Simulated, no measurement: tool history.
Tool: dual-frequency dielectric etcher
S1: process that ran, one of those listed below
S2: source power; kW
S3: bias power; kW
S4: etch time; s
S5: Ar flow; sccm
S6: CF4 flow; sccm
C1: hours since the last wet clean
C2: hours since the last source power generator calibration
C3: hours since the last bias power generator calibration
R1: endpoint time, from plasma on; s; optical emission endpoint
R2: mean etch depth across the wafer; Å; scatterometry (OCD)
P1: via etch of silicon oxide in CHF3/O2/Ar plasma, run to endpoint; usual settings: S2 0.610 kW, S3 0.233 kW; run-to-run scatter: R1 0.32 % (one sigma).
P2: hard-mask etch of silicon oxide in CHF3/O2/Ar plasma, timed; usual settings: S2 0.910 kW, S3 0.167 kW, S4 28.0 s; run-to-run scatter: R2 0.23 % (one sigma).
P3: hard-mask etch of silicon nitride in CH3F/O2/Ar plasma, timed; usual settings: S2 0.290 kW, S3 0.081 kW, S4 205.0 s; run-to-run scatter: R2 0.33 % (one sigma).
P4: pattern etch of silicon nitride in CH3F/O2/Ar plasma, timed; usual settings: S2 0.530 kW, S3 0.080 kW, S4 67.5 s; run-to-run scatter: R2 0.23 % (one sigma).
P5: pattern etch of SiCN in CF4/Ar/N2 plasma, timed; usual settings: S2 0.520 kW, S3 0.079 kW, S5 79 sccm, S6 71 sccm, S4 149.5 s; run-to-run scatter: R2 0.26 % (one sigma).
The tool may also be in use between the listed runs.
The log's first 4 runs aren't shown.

Run 5, day 2.308: S1 P1, S2 0.610 kW, S3 0.233 kW; C1 452.9; C2 2484.1; C3 1097.2. Result: R1 223.51 s.
Run 6, day 2.746: S1 P1, S2 0.610 kW, S3 0.313 kW; C1 463.4; C2 2494.6; C3 1107.7. Result: R1 200.22 s.
Run 7, day 3.400: S1 P5, S2 0.520 kW, S3 0.079 kW, S4 149.5 s, S5 79 sccm, S6 71 sccm; C1 479.1; C2 2510.3; C3 1123.4. Result: R2 1548.30 Å.
Run 8, day 4.104: S1 P1, S2 0.610 kW, S3 0.148 kW; C1 496.0; C2 2527.2; C3 1140.3. Result: R1 260.32 s.
Run 9, day 4.892: S1 P1, S2 0.610 kW, S3 0.233 kW; C1 514.9; C2 2546.1; C3 1159.2. Result: R1 224.18 s.
Run 10, day 5.546: S1 P2, S2 0.910 kW, S3 0.167 kW, S4 28.0 s; C1 530.6; C2 2561.8; C3 1174.9. Result: R2 631.07 Å.
Run 11, day 6.325: S1 P1, S2 0.860 kW, S3 0.233 kW; C1 549.3; C2 2580.5; C3 1193.6. Result: R1 195.82 s.
Run 12, day 6.879: S1 P5, S2 0.520 kW, S3 0.079 kW, S4 82.0 s, S5 79 sccm, S6 71 sccm; C1 562.6; C2 2593.8; C3 1206.9. Result: R2 850.60 Å.
Run 13, day 7.342: S1 P5, S2 0.520 kW, S3 0.079 kW, S4 149.5 s, S5 79 sccm, S6 44 sccm; C1 573.7; C2 2604.9; C3 1218.0. Result: R2 1444.60 Å.
Run 14, day 7.892: S1 P3, S2 0.290 kW, S3 0.081 kW, S4 205.0 s; C1 586.9; C2 2618.1; C3 1231.2. Result: R2 1380.00 Å.
Run 15, day 8.392: S1 P1, S2 0.610 kW, S3 0.233 kW; C1 598.9; C2 2630.1; C3 1243.2. Result: R1 224.19 s.
Run 16, day 8.767: S1 P4, S2 0.530 kW, S3 0.080 kW, S4 52.5 s; C1 607.9; C2 2639.1; C3 1252.2. Result: R2 422.66 Å.
Run 17, day 9.375: S1 P2, S2 0.910 kW, S3 0.167 kW, S4 18.0 s; C1 622.5; C2 2653.7; C3 1266.8. Result: R2 406.98 Å.
Run 18, day 10.108: S1 P5, S2 0.520 kW, S3 0.079 kW, S4 149.5 s, S5 51 sccm, S6 71 sccm; C1 640.1; C2 2671.3; C3 1284.4. Result: R2 1639.90 Å.
Run 19, day 10.888: S1 P1, S2 0.730 kW, S3 0.188 kW; C1 658.8; C2 2690.0; C3 1303.1. Result: R1 224.59 s.

The next listed run, before its measurement:
Run 20, day 11.471: S1 P1, S2 0.610 kW, S3 0.233 kW; C1 672.8; C2 2704.0; C3 1317.1. Result: R1 ?.

R1: 224.78 s

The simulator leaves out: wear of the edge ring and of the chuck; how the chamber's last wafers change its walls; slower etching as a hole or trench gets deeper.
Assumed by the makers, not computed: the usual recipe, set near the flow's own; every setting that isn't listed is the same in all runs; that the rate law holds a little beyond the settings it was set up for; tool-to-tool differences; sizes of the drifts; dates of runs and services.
